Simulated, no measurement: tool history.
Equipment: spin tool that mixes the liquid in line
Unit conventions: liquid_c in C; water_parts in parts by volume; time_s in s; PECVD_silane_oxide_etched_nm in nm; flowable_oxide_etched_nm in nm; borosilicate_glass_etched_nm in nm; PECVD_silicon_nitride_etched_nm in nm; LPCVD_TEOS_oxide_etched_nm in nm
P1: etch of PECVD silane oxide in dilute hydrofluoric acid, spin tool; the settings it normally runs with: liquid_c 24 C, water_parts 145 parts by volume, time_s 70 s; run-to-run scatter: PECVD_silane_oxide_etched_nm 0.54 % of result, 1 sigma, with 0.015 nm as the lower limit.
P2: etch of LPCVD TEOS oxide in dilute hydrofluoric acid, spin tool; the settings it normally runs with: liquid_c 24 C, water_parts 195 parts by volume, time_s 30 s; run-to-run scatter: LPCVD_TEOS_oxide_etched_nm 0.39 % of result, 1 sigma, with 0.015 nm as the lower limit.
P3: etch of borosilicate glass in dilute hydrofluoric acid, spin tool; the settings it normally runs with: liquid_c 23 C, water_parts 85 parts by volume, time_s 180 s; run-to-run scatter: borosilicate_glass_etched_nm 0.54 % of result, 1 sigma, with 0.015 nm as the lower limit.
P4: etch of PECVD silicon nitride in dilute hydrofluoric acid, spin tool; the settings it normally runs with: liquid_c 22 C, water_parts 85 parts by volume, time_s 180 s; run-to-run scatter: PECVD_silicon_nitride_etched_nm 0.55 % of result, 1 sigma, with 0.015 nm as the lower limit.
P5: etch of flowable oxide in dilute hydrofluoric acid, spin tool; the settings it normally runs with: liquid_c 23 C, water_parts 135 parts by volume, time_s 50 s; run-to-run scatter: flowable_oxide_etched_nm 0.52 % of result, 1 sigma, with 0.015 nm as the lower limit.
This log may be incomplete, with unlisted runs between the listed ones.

| run | hour | process | liquid_c | water_parts | time_s | hours since the thermometer was replaced | hours since the hydrofluoric acid flow meter was replaced | PECVD_silane_oxide_etched_nm | flowable_oxide_etched_nm | borosilicate_glass_etched_nm | PECVD_silicon_nitride_etched_nm | LPCVD_TEOS_oxide_etched_nm |
|---|---|---|---|---|---|---|---|---|---|---|---|---|
| 1 | 5.6 | P1 | 24 | 145 | 70 | 499.2 | 118.9 | 12.427 |  |  |  |  |
| 2 | 12.4 | P1 | 24 | 205 | 70 | 506 | 125.7 | 8.2988 |  |  |  |  |
| 3 | 17.4 | P5 | 23 | 135 | 95 | 511 | 130.7 |  | 17.831 |  |  |  |
| 4 | 22.8 | P5 | 23 | 135 | 50 | 516.4 | 136.1 |  | 9.399 |  |  |  |
| 5 | 27.9 | P5 | 23 | 135 | 50 | 521.5 | 141.2 |  | 9.4479 |  |  |  |
| 6 | 34.4 | P3 | 23 | 50 | 180 | 528 | 147.7 |  |  | 69.359 |  |  |
| 7 | 37.9 | P4 | 26 | 85 | 180 | 531.5 | 151.2 |  |  |  | 11.044 |  |
| 8 | 42.7 | P2 | 24 | 335 | 30 | 536.3 | 156 |  |  |  |  | 3.8508 |
| 9 | 50 | P4 | 22 | 85 | 180 | 543.6 | 163.3 |  |  |  | 8.5146 |  |
| 10 | 55.4 | P1 | 24 | 145 | 70 | 549 | 168.7 | 12.477 |  |  |  |  |
| 11 | 59.4 | P1 | 24 | 145 | 70 | 553 | 172.7 | 12.444 |  |  |  |  |
| 12 | 65.6 | P2 | 24 | 195 | 55 | 559.2 | 178.9 |  |  |  |  | 13.888 |
| 13 | 69.3 | P1 | 24 | 145 | 70 | 562.9 | 182.6 | 12.486 |  |  |  |  |
| 14 | 73.3 | P4 | 22 | 85 | 15 | 566.9 | 186.6 |  |  |  | 0.69256 |  |
| 15 | 76.9 | P3 | 28 | 85 | 180 | 570.5 | 190.2 |  |  | 48.294 |  |  |
| 16 | 81.8 | P5 | 17 | 135 | 50 | 575.4 | 195.1 |  | 7.3419 |  |  |  |
| 17 | 87.1 | P5 | 23 | 25 | 50 | 580.7 | 200.4 |  | 58.517 |  |  |  |
| 18 | 93.1 | P2 | 24 | 195 | 30 | 586.7 | 206.4 |  |  |  |  | 7.6066 |
| 19 | 97.3 | P3 | 23 | 85 | 180 | 590.9 | 210.6 |  |  | 38.916 |  |  |
| 20 | 101.1 | P1 | 24 | 145 | 70 | 594.7 | 214.4 | 12.457 |  |  |  |  |
| 21 | 106.6 | P1 | 24 | 145 | 115 | 600.2 | 219.9 | 20.768 |  |  |  |  |
| 22 | 111.3 | P1 | 17 | 145 | 70 | 604.9 | 224.6 | 9.458 |  |  |  |  |
| 23 | 116.6 | P2 | 18 | 195 | 30 | 610.2 | 229.9 |  |  |  |  | 6.082 |
| 24 | 120.1 | P1 | 31 | 145 | 70 | 613.7 | 233.4 | 16.193 |  |  |  |  |
| 25 | 123.8 | P1 | 24 | 30 | 70 | 617.4 | 237.1 | 69.45 |  |  |  |  |
| 26 | 127.5 | P1 | 24 | 145 | 70 | 621.1 | 240.8 | 12.53 |  |  |  |  |
| 27 | 133.3 | P4 | 22 | 150 | 180 | 626.9 | 246.6 |  |  |  | 4.9064 |  |
| 28 | 139.9 | P1 | 24 | 145 | 20 | 633.5 | 253.2 | 3.5337 |  |  |  |  |
| 29 | 144.8 | P1 | 24 | 70 | 105 | 638.4 | 258.1 | 42.527 |  |  |  |  |
| 30 | 152 | P3 | 23 | 85 | 315 | 645.6 | 265.3 |  |  | 68.163 |  |  |
| 31 | 158.7 | P1 | 24 | 145 | 70 | 652.3 | 272 | 12.534 |  |  |  |  |
| 32 | 163.2 | P1 | 24 | 145 | 70 | 656.8 | 276.5 | 12.192 |  |  |  |  |
| 33 | 169.1 | P1 | 24 | 145 | 70 | 662.7 | 282.4 | 12.083 |  |  |  |  |
| 34 | 173.5 | P1 | 24 | 145 | 70 | 667.1 | 286.8 | 12.041 |  |  |  |  |
| 35 | 181.3 | P1 | 24 | 145 | 70 | 674.9 | 294.6 | 11.922 |  |  |  |  |
| 36 | 188.7 | P1 | 24 | 145 | 70 | 682.3 | 302 | 11.871 |  |  |  |  |
| 37 | 195.1 | P1 | 24 | 145 | 70 | 688.7 | 308.4 | 11.745 |  |  |  |  |

Estimate the outcome of run 38 from the log above:
| 38 | 202 | P1 | 24 | 145 | 70 | 695.6 | 315.3 | ? |  |  |  |  |

PECVD_silane_oxide_etched_nm: 11.805 nm

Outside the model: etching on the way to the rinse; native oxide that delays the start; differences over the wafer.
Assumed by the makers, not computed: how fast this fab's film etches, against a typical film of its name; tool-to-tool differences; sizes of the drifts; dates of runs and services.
